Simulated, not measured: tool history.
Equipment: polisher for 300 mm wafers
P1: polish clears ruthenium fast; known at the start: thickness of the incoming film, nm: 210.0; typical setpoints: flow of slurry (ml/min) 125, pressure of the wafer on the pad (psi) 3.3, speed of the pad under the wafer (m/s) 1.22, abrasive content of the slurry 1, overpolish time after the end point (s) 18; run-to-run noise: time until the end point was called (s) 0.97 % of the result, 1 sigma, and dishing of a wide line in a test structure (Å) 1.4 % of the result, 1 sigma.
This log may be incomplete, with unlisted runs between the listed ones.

run	day	flow of slurry (ml/min)	pressure of the wafer on the pad (psi)	speed of the pad under the wafer (m/s)	abrasive content of the slurry	overpolish time after the end point (s)	wafers polished on this pad	hours since the slurry nozzle was cleaned	hours since the head pressure was calibrated	hours since the slurry blender was calibrated	time until the end point was called (s)	dishing of a wide line in a test structure (Å)
1	0.508	125	3.3	1.22	1	18	302	136	635.5	113.5	40.861	661.56
2	1.062	75	3.3	1.22	1	18	433	149.3	648.8	126.8	46.86	604.38
3	1.667	125	3.3	1.22	1	18	575	163.8	663.3	141.3	41.524	670.84
4	2.371	125	3.3	1.22	1	18	741	180.7	680.2	158.2	41.546	646.87
5	2.858	195	3.3	1.76	1	18	856	192.4	691.9	169.9	26.34	896.43
6	3.212	125	3.3	1.22	0.55	18	939	200.9	700.4	178.4	56.429	509.85
7	3.671	125	2.2	1.22	1	18	1047	211.9	711.4	189.4	61.788	475.71
8	4.058	125	3.3	1.22	1	18	1139	221.2	720.7	198.7	41.277	658.27
9	4.396	125	5	1.22	1	18	1218	229.3	728.8	206.8	27.325	865.56
10	4.842	125	3.3	1.22	1	18	1323	240	739.5	217.5	42.069	661.98
# day 4.933: slurry blender recalibrated
11	5.362	125	3.3	1.22	1	36	1446	252.5	752	10.3	42.21	1017.4
12	5.954	125	3.3	1.22	1.5	18	1586	266.7	766.2	24.5	34.927	736.68
13	6.404	125	3.3	0.56	1	18	1692	277.5	777	35.3	91.005	341.42
14	6.75	125	4.5	1.22	0.6	18	1773	285.8	785.3	43.6	38.95	675.14
15	7.258	125	3.3	1.62	1	18	1893	298	797.5	55.8	31.76	795.33
16	7.679	125	3.3	1.22	1	18	1992	308.1	807.6	65.9	41.573	652.2
17	8.092	170	3.3	1.22	1	18	2089	318	817.5	75.8	39.351	677.86
18	8.758	125	3.3	0.92	1	11	2246	334	833.5	91.8	55.359	343.27
19	9.188	125	3.3	1.22	1	5	2348	344.3	843.8	102.1	41.359	218.76
20	9.65	125	3.3	1.22	1	18	2457	355.4	854.9	113.2	41.827	663.49
21	10.004	125	3.3	1.22	1	18	2540	363.9	863.4	121.7	42.15	656.41
22	10.396	125	3.3	1.22	1	18	2632	373.3	872.8	131.1	43.59	647.96
23	10.821	125	3.3	1.22	1	18	2733	383.5	883	141.3	43.792	643.13

For run 24, what comes out?
24	11.388	125	3.3	1.22	1	18	2866	397.1	896.6	154.9	?	?

{"run 24": {"time until the end point was called (s)": 43.764, "dishing of a wide line in a test structure (Å)": 642.26}}
